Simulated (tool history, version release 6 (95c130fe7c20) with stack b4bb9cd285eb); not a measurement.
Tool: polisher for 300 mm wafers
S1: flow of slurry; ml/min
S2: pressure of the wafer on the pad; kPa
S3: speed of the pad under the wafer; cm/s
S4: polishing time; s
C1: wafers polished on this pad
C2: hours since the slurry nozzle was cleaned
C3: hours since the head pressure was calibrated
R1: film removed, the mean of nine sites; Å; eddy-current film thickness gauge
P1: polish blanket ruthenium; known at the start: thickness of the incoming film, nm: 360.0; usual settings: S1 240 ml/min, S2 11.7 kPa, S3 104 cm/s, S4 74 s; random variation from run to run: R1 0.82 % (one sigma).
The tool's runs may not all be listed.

run   hour   S1    S2   S3   S4    C1     C2     C3       R1
  1   10.9  240  11.7  104   74  1254   43.6  768.6   897.70
  2   27.7  240  11.7  104  115  1467   60.4  785.4  1382.40
  3   42.3  240  11.7  104   74  1652   75.0  800.0   912.50
  4   53.2  240  16.5  104   74  1791   85.9  810.9  1256.10
  5   71.2  240  11.7  150   74  2019  103.9  828.9  1290.70
  6   81.9  240  11.7  104   74  2155  114.6  839.6   889.46
  7   99.4  240  11.7  104   74  2377  132.1  857.1   889.76
  8  114.5  240   6.2  104   74  2568  147.2  872.2   474.86
  9  130.1  345  11.7  104   74  2766  162.8  887.8   914.47
 10  138.8  240  11.7  104   74  2877  171.5  896.5   886.94
 11  152.6  240  11.7  104   33  3052  185.3  910.3   402.50
 12  162.5  145   5.5  104   74  3177  195.2  920.2   393.39
 13  174.3  240  11.7   46   74  3327  207.0  932.0   399.34
 14  185.8  240  11.7  104   74  3473  218.5  943.5   897.59
 15  202.4  145  11.7  104   74  3683  235.1  960.1   826.61
 16  212.4  240  11.7  104   74  3810  245.1  970.1   915.01

Forecast run 17:
 17  220.4  240  11.7  104  74  3912  253.1  978.1   ?

Run 17 gave R1 903.75 Å.
